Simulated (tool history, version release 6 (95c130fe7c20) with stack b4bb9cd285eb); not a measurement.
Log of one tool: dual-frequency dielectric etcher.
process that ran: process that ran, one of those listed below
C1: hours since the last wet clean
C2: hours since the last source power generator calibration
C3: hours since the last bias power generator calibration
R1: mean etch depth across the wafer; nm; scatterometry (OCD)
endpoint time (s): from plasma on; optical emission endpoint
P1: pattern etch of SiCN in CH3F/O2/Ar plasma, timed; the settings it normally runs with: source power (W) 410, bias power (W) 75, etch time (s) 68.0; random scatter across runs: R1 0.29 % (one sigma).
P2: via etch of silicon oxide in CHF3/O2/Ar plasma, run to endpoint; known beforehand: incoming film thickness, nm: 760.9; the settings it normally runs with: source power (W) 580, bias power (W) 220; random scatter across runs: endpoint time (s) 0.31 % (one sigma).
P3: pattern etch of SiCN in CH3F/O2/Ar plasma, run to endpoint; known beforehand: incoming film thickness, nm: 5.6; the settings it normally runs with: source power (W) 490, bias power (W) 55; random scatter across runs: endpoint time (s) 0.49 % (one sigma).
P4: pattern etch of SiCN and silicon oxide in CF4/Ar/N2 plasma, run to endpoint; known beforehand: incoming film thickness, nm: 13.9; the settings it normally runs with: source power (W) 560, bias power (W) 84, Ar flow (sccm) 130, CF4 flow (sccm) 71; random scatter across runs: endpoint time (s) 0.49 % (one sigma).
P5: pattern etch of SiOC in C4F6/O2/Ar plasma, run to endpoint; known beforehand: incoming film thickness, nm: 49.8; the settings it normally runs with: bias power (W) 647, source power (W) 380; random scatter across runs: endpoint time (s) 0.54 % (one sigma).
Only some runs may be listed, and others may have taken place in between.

Run 1, hour 12.2: process that ran P1, source power (W) 410, bias power (W) 75, etch time (s) 68.0; C1 135.9; C2 1262.5; C3 1038.9. Result: R1 25.880 nm.
Run 2, hour 28.6: process that ran P2, source power (W) 370, bias power (W) 220; C1 152.3; C2 1278.9; C3 1055.3. Result: endpoint time (s) 432.220.
Run 3, hour 42.0: process that ran P5, source power (W) 380, bias power (W) 484; C1 165.7; C2 1292.3; C3 1068.7. Result: endpoint time (s) 17.566.
Run 4, hour 53.3: process that ran P1, source power (W) 410, bias power (W) 75, etch time (s) 68.0; C1 177.0; C2 1303.6; C3 1080.0. Result: R1 25.859 nm.
Run 5, hour 68.1: process that ran P4, source power (W) 680, bias power (W) 84, Ar flow (sccm) 130, CF4 flow (sccm) 71; C1 191.8; C2 1318.4; C3 1094.8. Result: endpoint time (s) 11.300.
Run 6, hour 76.9: process that ran P4, source power (W) 560, bias power (W) 84, Ar flow (sccm) 130, CF4 flow (sccm) 71; C1 200.6; C2 1327.2; C3 1103.6. Result: endpoint time (s) 13.567.
Run 7, hour 91.7: process that ran P1, source power (W) 410, bias power (W) 75, etch time (s) 52.5; C1 215.4; C2 1342.0; C3 1118.4. Result: R1 20.067 nm.
Run 8, hour 101.3: process that ran P2, source power (W) 580, bias power (W) 220; C1 225.0; C2 1351.6; C3 1128.0. Result: endpoint time (s) 365.250.
Run 9, hour 111.9: process that ran P1, source power (W) 520, bias power (W) 95, etch time (s) 68.0; C1 235.6; C2 1362.2; C3 1138.6. Result: R1 30.892 nm.
Run 10, hour 124.3: process that ran P3, source power (W) 490, bias power (W) 55; C1 248.0; C2 1374.6; C3 1151.0. Result: endpoint time (s) 15.169.
Run 11, hour 133.9: process that ran P4, source power (W) 560, bias power (W) 63, Ar flow (sccm) 130, CF4 flow (sccm) 71; C1 257.6; C2 1384.2; C3 1160.6. Result: endpoint time (s) 14.820.
Run 12, hour 142.1: process that ran P3, source power (W) 490, bias power (W) 35; C1 265.8; C2 1392.4; C3 1168.8. Result: endpoint time (s) 17.413.
Run 13, hour 151.9: process that ran P5, source power (W) 380, bias power (W) 647; C1 275.6; C2 1402.2; C3 1178.6. Result: endpoint time (s) 15.882.
Run 14, hour 165.5: process that ran P2, source power (W) 580, bias power (W) 172; C1 289.2; C2 1415.8; C3 1192.2. Result: endpoint time (s) 397.570.
Run 15, hour 178.2: process that ran P1, source power (W) 410, bias power (W) 75, etch time (s) 68.0; C1 301.9; C2 1428.5; C3 1204.9. Result: R1 25.930 nm.
Run 16, hour 188.7: process that ran P1, source power (W) 410, bias power (W) 75, etch time (s) 102.0; C1 312.4; C2 1439.0; C3 1215.4. Result: R1 38.785 nm.
Run 17, hour 196.2: process that ran P4, source power (W) 560, bias power (W) 84, Ar flow (sccm) 155, CF4 flow (sccm) 71; C1 319.9; C2 1446.5; C3 1222.9. Result: endpoint time (s) 13.787.
Run 18, hour 212.8: process that ran P1, source power (W) 510, bias power (W) 75, etch time (s) 68.0; C1 336.5; C2 1463.1; C3 1239.5. Result: R1 28.206 nm.
Run 19, hour 224.2: process that ran P4, source power (W) 560, bias power (W) 84, Ar flow (sccm) 130, CF4 flow (sccm) 71; C1 347.9; C2 1474.5; C3 1250.9. Result: endpoint time (s) 13.534.
Run 20, hour 232.5: process that ran P1, source power (W) 410, bias power (W) 95, etch time (s) 68.0; C1 356.2; C2 1482.8; C3 1259.2. Result: R1 28.367 nm.
Run 21, hour 246.6: process that ran P3, source power (W) 340, bias power (W) 55; C1 370.3; C2 1496.9; C3 1273.3. Result: endpoint time (s) 17.574.
Run 22, hour 254.1: process that ran P1, source power (W) 270, bias power (W) 75, etch time (s) 68.0; C1 377.8; C2 1504.4; C3 1280.8. Result: R1 22.257 nm.
Run 23, hour 262.6: process that ran P1, source power (W) 410, bias power (W) 90, etch time (s) 87.5; C1 386.3; C2 1512.9; C3 1289.3. Result: R1 35.904 nm.
Run 24, hour 275.8: process that ran P1, source power (W) 410, bias power (W) 75, etch time (s) 68.0; C1 399.5; C2 1526.1; C3 1302.5. Result: R1 26.022 nm.
Run 25, hour 290.5: process that ran P4, source power (W) 560, bias power (W) 84, Ar flow (sccm) 130, CF4 flow (sccm) 99; C1 414.2; C2 1540.8; C3 1317.2. Result: endpoint time (s) 12.866.
Run 26, hour 301.5: process that ran P1, source power (W) 410, bias power (W) 51, etch time (s) 68.0; C1 425.2; C2 1551.8; C3 1328.2. Result: R1 22.677 nm.
Run 27, hour 309.6: process that ran P5, source power (W) 450, bias power (W) 647; C1 433.3; C2 1559.9; C3 1336.3. Result: endpoint time (s) 14.948.
Run 28, hour 323.8: process that ran P1, source power (W) 410, bias power (W) 75, etch time (s) 68.0; C1 447.5; C2 1574.1; C3 1350.5. Result: R1 25.973 nm.
Run 29, hour 333.9: process that ran P1, source power (W) 410, bias power (W) 75, etch time (s) 68.0; C1 457.6; C2 1584.2; C3 1360.6. Result: R1 26.033 nm.
Run 30, hour 350.3: process that ran P1, source power (W) 410, bias power (W) 75, etch time (s) 68.0; C1 474.0; C2 1600.6; C3 1377.0. Result: R1 26.231 nm.
Run 31, hour 361.1: process that ran P1, source power (W) 410, bias power (W) 75, etch time (s) 68.0; C1 484.8; C2 1611.4; C3 1387.8. Result: R1 26.305 nm.
At hour 374.8: wet clean of the chamber.
Run 32, hour 375.2: process that ran P1, source power (W) 410, bias power (W) 75, etch time (s) 68.0; C1 0.4; C2 1625.5; C3 1401.9. Result: R1 26.181 nm.
Run 33, hour 390.0: process that ran P1, source power (W) 410, bias power (W) 75, etch time (s) 68.0; C1 15.2; C2 1640.3; C3 1416.7. Result: R1 26.208 nm.
Run 34, hour 398.9: process that ran P1, source power (W) 410, bias power (W) 75, etch time (s) 68.0; C1 24.1; C2 1649.2; C3 1425.6. Result: R1 26.250 nm.
Run 35, hour 411.1: process that ran P1, source power (W) 410, bias power (W) 75, etch time (s) 68.0; C1 36.3; C2 1661.4; C3 1437.8. Result: R1 26.396 nm.
Run 36, hour 423.3: process that ran P1, source power (W) 410, bias power (W) 75, etch time (s) 68.0; C1 48.5; C2 1673.6; C3 1450.0. Result: R1 26.323 nm.
Run 37, hour 438.9: process that ran P1, source power (W) 410, bias power (W) 75, etch time (s) 68.0; C1 64.1; C2 1689.2; C3 1465.6. Result: R1 26.367 nm.
Run 38, hour 454.0: process that ran P1, source power (W) 410, bias power (W) 75, etch time (s) 68.0; C1 79.2; C2 1704.3; C3 1480.7. Result: R1 26.413 nm.
Run 39, hour 463.6: process that ran P1, source power (W) 410, bias power (W) 75, etch time (s) 68.0; C1 88.8; C2 1713.9; C3 1490.3. Result: R1 26.442 nm.

What P1 gives has crept away from where it was. These 2 causes fit the log equally well, each at the size given:
A: bias power that arrives over what is set, % = 4.71
B: source power that arrives over what is set, % = 4.48
Onset of the creep was near hour 323.8.
Ruled out, with reasons:
chamber walls in a state that raises the etch rate, %: was serviced at hour 374.8, once the creep was under way, yet the earlier output never came back

The list below offers 4 check runs, each averaging the results of 3 wafers, and shows each result as a question mark. For which of them would the listed causes give clearly different results?
Run check 1, hour 473.2: process that ran P2, source power (W) 580, bias power (W) 220. Result: endpoint time (s) ?.
Run check 2, hour 473.2: process that ran P5, source power (W) 380, bias power (W) 647. Result: endpoint time (s) ?.
Run check 3, hour 473.2: process that ran P4, source power (W) 560, bias power (W) 84, Ar flow (sccm) 130, CF4 flow (sccm) 71. Result: endpoint time (s) ?.
Run check 4, hour 473.2: process that ran P3, source power (W) 490, bias power (W) 55. Result: endpoint time (s) ?.

Predicted outcomes, by check and by cause:
  check             result     if A     if B
check 1  endpoint time (s)  358.590  358.450
check 2  endpoint time (s)   15.504   15.533
check 3  endpoint time (s)   13.283   12.995
check 4  endpoint time (s)   14.949   14.922
Per-check spread between the two closest causes, in the result where they differ most: check 1 0.04 %; check 2 0.19 %; check 3 2.19 %; check 4 0.18 %
Of the check runs offered, only check 3 discriminates between the causes; the rest would read about the same regardless of which cause applies.

The results of check 3 are: endpoint time (s) 13.270. Based on these, which of the listed causes is it?

Of the candidate causes, it is A: bias power that arrives over what is set, %.

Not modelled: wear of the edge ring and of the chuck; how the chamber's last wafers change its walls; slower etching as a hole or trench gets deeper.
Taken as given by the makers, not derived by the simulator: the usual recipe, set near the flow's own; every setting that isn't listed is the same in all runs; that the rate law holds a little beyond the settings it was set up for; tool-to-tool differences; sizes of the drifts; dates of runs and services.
